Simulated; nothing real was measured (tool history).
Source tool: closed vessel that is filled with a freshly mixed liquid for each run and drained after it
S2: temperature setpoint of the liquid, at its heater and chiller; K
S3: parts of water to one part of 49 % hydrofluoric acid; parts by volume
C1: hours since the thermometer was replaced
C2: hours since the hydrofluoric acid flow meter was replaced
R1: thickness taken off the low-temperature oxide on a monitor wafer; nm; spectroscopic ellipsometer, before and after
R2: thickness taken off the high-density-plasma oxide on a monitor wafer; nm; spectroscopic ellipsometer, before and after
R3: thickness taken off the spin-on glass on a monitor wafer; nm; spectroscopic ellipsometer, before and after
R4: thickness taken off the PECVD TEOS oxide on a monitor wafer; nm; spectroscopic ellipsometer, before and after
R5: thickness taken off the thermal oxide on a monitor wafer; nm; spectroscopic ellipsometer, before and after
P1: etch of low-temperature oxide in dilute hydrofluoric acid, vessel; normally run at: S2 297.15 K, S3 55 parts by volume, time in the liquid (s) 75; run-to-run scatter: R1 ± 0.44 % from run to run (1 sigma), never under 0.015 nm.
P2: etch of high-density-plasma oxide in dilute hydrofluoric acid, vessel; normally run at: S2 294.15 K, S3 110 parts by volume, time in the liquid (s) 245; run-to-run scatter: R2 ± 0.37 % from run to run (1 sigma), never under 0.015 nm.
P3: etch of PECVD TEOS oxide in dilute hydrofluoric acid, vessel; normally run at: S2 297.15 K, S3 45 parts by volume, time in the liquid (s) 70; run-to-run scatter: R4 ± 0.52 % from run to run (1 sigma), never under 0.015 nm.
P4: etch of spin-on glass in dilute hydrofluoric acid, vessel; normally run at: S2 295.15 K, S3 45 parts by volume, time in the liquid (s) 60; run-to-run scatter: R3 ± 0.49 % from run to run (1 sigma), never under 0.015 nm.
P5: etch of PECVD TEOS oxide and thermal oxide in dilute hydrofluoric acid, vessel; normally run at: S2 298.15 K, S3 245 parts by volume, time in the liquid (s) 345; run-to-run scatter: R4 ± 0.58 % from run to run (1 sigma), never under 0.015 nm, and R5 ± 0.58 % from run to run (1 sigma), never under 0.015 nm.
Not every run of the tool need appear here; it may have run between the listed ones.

run 1 hour=11 | process_that_ran=P1 S2=297.15 S3=55 time_in_the_liquid_(s)=75 | C1=1257.8 C2=621.9 | R1=19.575
run 2 hour=21 | process_that_ran=P2 S2=294.15 S3=110 time_in_the_liquid_(s)=410 | C1=1267.8 C2=631.9 | R2=33.028
run 3 hour=27.2 | process_that_ran=P1 S2=300.65 S3=95 time_in_the_liquid_(s)=75 | C1=1274 C2=638.1 | R1=12.304
run 4 hour=35.5 | process_that_ran=P4 S2=295.15 S3=45 time_in_the_liquid_(s)=60 | C1=1282.3 C2=646.4 | R3=50.971
run 5 hour=41.2 | process_that_ran=P4 S2=295.15 S3=20 time_in_the_liquid_(s)=60 | C1=1288 C2=652.1 | R3=119.24
run 6 hour=51.6 | process_that_ran=P1 S2=297.15 S3=55 time_in_the_liquid_(s)=75 | C1=1298.4 C2=662.5 | R1=19.503
run 7 hour=62.9 | process_that_ran=P2 S2=290.15 S3=110 time_in_the_liquid_(s)=245 | C1=1309.7 C2=673.8 | R2=16.637
run 8 hour=73 | process_that_ran=P1 S2=305.65 S3=55 time_in_the_liquid_(s)=75 | C1=1319.8 C2=683.9 | R1=27.497
run 9 hour=82.2 | process_that_ran=P3 S2=301.15 S3=45 time_in_the_liquid_(s)=70 | C1=1329 C2=693.1 | R4=28.125
run 10 hour=88.5 | process_that_ran=P1 S2=304.15 S3=105 time_in_the_liquid_(s)=75 | C1=1335.3 C2=699.4 | R1=12.515
run 11 hour=97.3 | process_that_ran=P1 S2=297.15 S3=55 time_in_the_liquid_(s)=75 | C1=1344.1 C2=708.2 | R1=19.536
run 12 hour=106.3 | process_that_ran=P3 S2=297.15 S3=20 time_in_the_liquid_(s)=70 | C1=1353.1 C2=717.2 | R4=55.839
run 13 hour=117.4 | process_that_ran=P5 S2=298.15 S3=245 time_in_the_liquid_(s)=345 | C1=1364.2 C2=728.3 | R4=21.457 R5=5.3893
run 14 hour=127 | process_that_ran=P3 S2=297.15 S3=45 time_in_the_liquid_(s)=70 | C1=1373.8 C2=737.9 | R4=24.041
run 15 hour=134.3 | process_that_ran=P1 S2=297.15 S3=55 time_in_the_liquid_(s)=30 | C1=1381.1 C2=745.2 | R1=7.7903
run 16 hour=145.9 | process_that_ran=P1 S2=297.15 S3=90 time_in_the_liquid_(s)=75 | C1=1392.7 C2=756.8 | R1=11.484
run 17 hour=157.2 | process_that_ran=P5 S2=298.15 S3=245 time_in_the_liquid_(s)=345 | C1=1404 C2=768.1 | R4=21.203 R5=5.4167
run 18 hour=164.9 | process_that_ran=P1 S2=297.15 S3=55 time_in_the_liquid_(s)=75 | C1=1411.7 C2=775.8 | R1=19.611
run 19 hour=175.8 | process_that_ran=P3 S2=297.15 S3=45 time_in_the_liquid_(s)=70 | C1=1422.6 C2=786.7 | R4=24.003
run 20 hour=186.2 | process_that_ran=P5 S2=291.65 S3=245 time_in_the_liquid_(s)=345 | C1=1433 C2=797.1 | R4=16.9 R5=4.2368
run 21 hour=194.5 | process_that_ran=P2 S2=294.15 S3=190 time_in_the_liquid_(s)=245 | C1=1441.3 C2=805.4 | R2=10.523
run 22 hour=205.6 | process_that_ran=P4 S2=303.65 S3=45 time_in_the_liquid_(s)=60 | C1=1452.4 C2=816.5 | R3=71.615
run 23 hour=216.4 | process_that_ran=P1 S2=290.15 S3=55 time_in_the_liquid_(s)=75 | C1=1463.2 C2=827.3 | R1=14.615
run 24 hour=222.8 | process_that_ran=P4 S2=295.15 S3=45 time_in_the_liquid_(s)=105 | C1=1469.6 C2=833.7 | R3=88.315
run 25 hour=233.7 | process_that_ran=P2 S2=294.15 S3=110 time_in_the_liquid_(s)=245 | C1=1480.5 C2=844.6 | R2=19.649
run 26 hour=244.8 | process_that_ran=P1 S2=297.15 S3=55 time_in_the_liquid_(s)=140 | C1=1491.6 C2=855.7 | R1=36.287
run 27 hour=253.6 | process_that_ran=P1 S2=297.15 S3=20 time_in_the_liquid_(s)=75 | C1=1500.4 C2=864.5 | R1=56.064

Run 28 has not been measured yet. What should we expect?
run 28 hour=264 | process_that_ran=P5 S2=298.15 S3=245 time_in_the_liquid_(s)=95 | C1=1510.8 C2=874.9 | R4=? R5=?

{"run 28": {"R4": 5.8875, "R5": 1.486}}

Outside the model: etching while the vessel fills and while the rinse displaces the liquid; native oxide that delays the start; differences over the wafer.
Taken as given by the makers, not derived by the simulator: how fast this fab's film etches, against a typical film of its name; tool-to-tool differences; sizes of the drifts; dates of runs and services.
